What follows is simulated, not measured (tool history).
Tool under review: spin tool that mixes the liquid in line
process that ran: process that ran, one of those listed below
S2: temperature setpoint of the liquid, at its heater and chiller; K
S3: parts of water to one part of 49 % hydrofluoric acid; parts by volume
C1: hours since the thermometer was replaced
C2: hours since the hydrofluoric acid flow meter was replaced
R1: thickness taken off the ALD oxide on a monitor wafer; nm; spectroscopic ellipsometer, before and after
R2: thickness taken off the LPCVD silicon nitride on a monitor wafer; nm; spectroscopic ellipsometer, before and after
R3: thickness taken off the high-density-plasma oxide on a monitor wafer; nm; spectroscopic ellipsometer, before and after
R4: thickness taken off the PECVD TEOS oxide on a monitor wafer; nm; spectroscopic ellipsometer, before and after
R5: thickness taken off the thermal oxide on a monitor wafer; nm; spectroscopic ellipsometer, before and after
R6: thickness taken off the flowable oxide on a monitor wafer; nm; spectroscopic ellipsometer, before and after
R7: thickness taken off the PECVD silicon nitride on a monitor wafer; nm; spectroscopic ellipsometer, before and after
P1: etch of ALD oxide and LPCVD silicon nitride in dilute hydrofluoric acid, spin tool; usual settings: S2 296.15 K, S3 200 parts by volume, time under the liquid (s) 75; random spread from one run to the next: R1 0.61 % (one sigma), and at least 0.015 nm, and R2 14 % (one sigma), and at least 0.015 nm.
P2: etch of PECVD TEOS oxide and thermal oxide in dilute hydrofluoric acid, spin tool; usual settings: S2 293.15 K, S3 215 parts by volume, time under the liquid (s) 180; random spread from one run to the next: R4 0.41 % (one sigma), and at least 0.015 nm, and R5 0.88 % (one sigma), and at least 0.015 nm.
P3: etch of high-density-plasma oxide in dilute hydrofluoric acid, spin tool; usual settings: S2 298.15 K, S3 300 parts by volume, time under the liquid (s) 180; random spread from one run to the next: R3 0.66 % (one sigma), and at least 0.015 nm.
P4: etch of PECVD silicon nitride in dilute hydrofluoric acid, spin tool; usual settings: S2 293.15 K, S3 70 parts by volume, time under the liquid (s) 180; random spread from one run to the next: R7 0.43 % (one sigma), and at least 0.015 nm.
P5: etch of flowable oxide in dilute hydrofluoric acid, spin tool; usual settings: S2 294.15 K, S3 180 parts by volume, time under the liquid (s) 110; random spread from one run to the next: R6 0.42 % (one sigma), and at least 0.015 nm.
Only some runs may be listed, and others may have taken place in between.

{"run": 1, "hour": 10.8, "process that ran": "P1", "S2": 296.15, "S3": 200, "time under the liquid (s)": 75, "C1": 188.9, "C2": 735.4, "R1": 5.0373, "R2": 0.12429}
{"run": 2, "hour": 22.2, "process that ran": "P3", "S2": 298.15, "S3": 300, "time under the liquid (s)": 300, "C1": 200.3, "C2": 746.8, "R3": 6.882}
{"run": 3, "hour": 31.6, "process that ran": "P2", "S2": 293.15, "S3": 215, "time under the liquid (s)": 180, "C1": 209.7, "C2": 756.2, "R4": 8.7002, "R5": 2.8976}
{"run": 4, "hour": 37.6, "process that ran": "P1", "S2": 296.15, "S3": 200, "time under the liquid (s)": 75, "C1": 215.7, "C2": 762.2, "R1": 5.0495, "R2": 0.14548}
{"run": 5, "hour": 45.1, "process that ran": "P1", "S2": 296.15, "S3": 325, "time under the liquid (s)": 75, "C1": 223.2, "C2": 769.7, "R1": 2.7401, "R2": 0.11527}
{"run": 6, "hour": 58.0, "process that ran": "P3", "S2": 298.15, "S3": 300, "time under the liquid (s)": 180, "C1": 236.1, "C2": 782.6, "R3": 4.1092}
{"run": 7, "hour": 69.2, "process that ran": "P1", "S2": 296.15, "S3": 200, "time under the liquid (s)": 75, "C1": 247.3, "C2": 793.8, "R1": 5.0446, "R2": 0.14853}
{"run": 8, "hour": 81.0, "process that ran": "P1", "S2": 296.15, "S3": 200, "time under the liquid (s)": 35, "C1": 259.1, "C2": 805.6, "R1": 2.3561, "R2": 0.054003}
{"run": 9, "hour": 88.6, "process that ran": "P2", "S2": 299.65, "S3": 215, "time under the liquid (s)": 180, "C1": 266.7, "C2": 813.2, "R4": 11.018, "R5": 3.681}
{"run": 10, "hour": 95.8, "process that ran": "P1", "S2": 296.15, "S3": 200, "time under the liquid (s)": 75, "C1": 273.9, "C2": 820.4, "R1": 5.0179, "R2": 0.17434}
{"run": 11, "hour": 108.7, "process that ran": "P1", "S2": 296.15, "S3": 95, "time under the liquid (s)": 75, "C1": 286.8, "C2": 833.3, "R1": 12.111, "R2": 0.28785}
{"run": 12, "hour": 121.4, "process that ran": "P1", "S2": 296.15, "S3": 200, "time under the liquid (s)": 110, "C1": 299.5, "C2": 846.0, "R1": 7.388, "R2": 0.19369}
{"run": 13, "hour": 133.7, "process that ran": "P2", "S2": 293.15, "S3": 90, "time under the liquid (s)": 180, "C1": 311.8, "C2": 858.3, "R4": 23.502, "R5": 7.8092}
{"run": 14, "hour": 142.5, "process that ran": "P5", "S2": 294.15, "S3": 180, "time under the liquid (s)": 110, "C1": 320.6, "C2": 867.1, "R6": 27.233}
{"run": 15, "hour": 150.4, "process that ran": "P5", "S2": 302.15, "S3": 180, "time under the liquid (s)": 110, "C1": 328.5, "C2": 875.0, "R6": 36.849}
{"run": 16, "hour": 158.8, "process that ran": "P1", "S2": 304.15, "S3": 200, "time under the liquid (s)": 75, "C1": 336.9, "C2": 883.4, "R1": 6.7837, "R2": 0.22719}
{"run": 17, "hour": 169.6, "process that ran": "P4", "S2": 290.15, "S3": 70, "time under the liquid (s)": 180, "C1": 347.7, "C2": 894.2, "R7": 4.1549}
{"run": 18, "hour": 181.3, "process that ran": "P1", "S2": 290.15, "S3": 200, "time under the liquid (s)": 75, "C1": 359.4, "C2": 905.9, "R1": 4.0003, "R2": 0.1263}
{"run": 19, "hour": 192.9, "process that ran": "P5", "S2": 294.15, "S3": 305, "time under the liquid (s)": 110, "C1": 371.0, "C2": 917.5, "R6": 14.27}
{"run": 20, "hour": 205.5, "process that ran": "P1", "S2": 303.15, "S3": 45, "time under the liquid (s)": 75, "C1": 383.6, "C2": 930.1, "R1": 35.331, "R2": 1.0653}
{"run": 21, "hour": 212.2, "process that ran": "P1", "S2": 296.15, "S3": 120, "time under the liquid (s)": 110, "C1": 390.3, "C2": 936.8, "R1": 13.504, "R2": 0.34398}
{"run": 22, "hour": 219.2, "process that ran": "P5", "S2": 294.15, "S3": 180, "time under the liquid (s)": 110, "C1": 397.3, "C2": 943.8, "R6": 27.275}
{"run": 23, "hour": 226.7, "process that ran": "P4", "S2": 293.15, "S3": 70, "time under the liquid (s)": 180, "C1": 404.8, "C2": 951.3, "R7": 5.0762}
{"run": 24, "hour": 238.4, "process that ran": "P4", "S2": 293.15, "S3": 70, "time under the liquid (s)": 180, "C1": 416.5, "C2": 963.0, "R7": 5.0232}
{"run": 25, "hour": 246.8, "process that ran": "P3", "S2": 306.15, "S3": 300, "time under the liquid (s)": 180, "C1": 424.9, "C2": 971.4, "R3": 5.3464}
{"run": 26, "hour": 253.7, "process that ran": "P1", "S2": 296.15, "S3": 340, "time under the liquid (s)": 40, "C1": 431.8, "C2": 978.3, "R1": 1.3901, "R2": 0.051632}
{"run": 27, "hour": 264.3, "process that ran": "P4", "S2": 293.15, "S3": 70, "time under the liquid (s)": 80, "C1": 442.4, "C2": 988.9, "R7": 2.2446}
{"run": 28, "hour": 273.5, "process that ran": "P3", "S2": 298.15, "S3": 70, "time under the liquid (s)": 180, "C1": 451.6, "C2": 998.1, "R3": 23.1}
{"run": 29, "hour": 284.0, "process that ran": "P4", "S2": 293.15, "S3": 125, "time under the liquid (s)": 180, "C1": 462.1, "C2": 1008.6, "R7": 2.8983}
{"run": 30, "hour": 295.2, "process that ran": "P2", "S2": 293.15, "S3": 215, "time under the liquid (s)": 350, "C1": 473.3, "C2": 1019.8, "R4": 16.778, "R5": 5.6157}
{"run": 31, "hour": 303.5, "process that ran": "P5", "S2": 294.15, "S3": 180, "time under the liquid (s)": 195, "C1": 481.6, "C2": 1028.1, "R6": 48.239}
{"run": 32, "hour": 312.6, "process that ran": "P1", "S2": 296.15, "S3": 200, "time under the liquid (s)": 75, "C1": 490.7, "C2": 1037.2, "R1": 5.0987, "R2": 0.14322}
{"run": 33, "hour": 322.0, "process that ran": "P1", "S2": 296.15, "S3": 200, "time under the liquid (s)": 75, "C1": 500.1, "C2": 1046.6, "R1": 5.1948, "R2": 0.15894}
{"run": 34, "hour": 329.0, "process that ran": "P1", "S2": 296.15, "S3": 200, "time under the liquid (s)": 75, "C1": 507.1, "C2": 1053.6, "R1": 5.3183, "R2": 0.11987}
{"run": 35, "hour": 336.3, "process that ran": "P1", "S2": 296.15, "S3": 200, "time under the liquid (s)": 75, "C1": 514.4, "C2": 1060.9, "R1": 5.2865, "R2": 0.17674}
{"run": 36, "hour": 345.2, "process that ran": "P1", "S2": 296.15, "S3": 200, "time under the liquid (s)": 75, "C1": 523.3, "C2": 1069.8, "R1": 5.2757, "R2": 0.167}
{"run": 37, "hour": 353.2, "process that ran": "P1", "S2": 296.15, "S3": 200, "time under the liquid (s)": 75, "C1": 531.3, "C2": 1077.8, "R1": 5.4186, "R2": 0.14916}
{"run": 38, "hour": 363.4, "process that ran": "P1", "S2": 296.15, "S3": 200, "time under the liquid (s)": 75, "C1": 541.5, "C2": 1088.0, "R1": 5.4607, "R2": 0.14366}
{"run": 39, "hour": 371.6, "process that ran": "P1", "S2": 296.15, "S3": 200, "time under the liquid (s)": 75, "C1": 549.7, "C2": 1096.2, "R1": 5.4291, "R2": 0.20962}
{"run": 40, "hour": 381.8, "process that ran": "P1", "S2": 296.15, "S3": 200, "time under the liquid (s)": 75, "C1": 559.9, "C2": 1106.4, "R1": 5.4233, "R2": 0.19031}
{"run": 41, "hour": 394.7, "process that ran": "P1", "S2": 296.15, "S3": 200, "time under the liquid (s)": 75, "C1": 572.8, "C2": 1119.3, "R1": 5.3698, "R2": 0.22771}

What P1 gives has crept off from where it sat before. The 2 causes that follow fit the log equally well, each at the size noted:
A: hydrofluoric acid flow above the setpoint (%) = 5.85
B: liquid hotter than its thermometer reads (K) = 1.86
Creep in the process output first set in at about hour 312.6.

Each of the 4 check runs below uses one wafer; its results are left as question marks. Which run tells the causes apart?
{"run": "check 1", "hour": 407.6, "process that ran": "P4", "S2": 293.15, "S3": 70, "time under the liquid (s)": 180, "R7": "?"}
{"run": "check 2", "hour": 407.6, "process that ran": "P2", "S2": 293.15, "S3": 215, "time under the liquid (s)": 180, "R4": "?", "R5": "?"}
{"run": "check 3", "hour": 407.6, "process that ran": "P3", "S2": 298.15, "S3": 300, "time under the liquid (s)": 180, "R3": "?"}
{"run": "check 4", "hour": 407.6, "process that ran": "P5", "S2": 294.15, "S3": 180, "time under the liquid (s)": 110, "R6": "?"}

Outcome of each check run for each possible cause:
check=check_1 result=R7 if_A=5.3449 if_B=5.7426
check=check_2 result=R4 if_A=9.2650 if_B=9.2843
check=check_2 result=R5 if_A=3.0926 if_B=3.0990
check=check_3 result=R3 if_A=4.4130 if_B=4.3673
check=check_4 result=R6 if_A=29.173 if_B=29.292
Minimum pairwise separation of causes per check, each pair taken at its best-separating result: check 1 7.18 %; check 2 0.21 %; check 3 1.04 %; check 4 0.41 %
The other checks would show nearly matching results whichever cause is true, so check 1 is the only one that separates the causes.

The results of check 1 are: R7 5.7176 nm. Based on these, which of the listed causes is it?

The cause is B: liquid hotter than its thermometer reads (K).
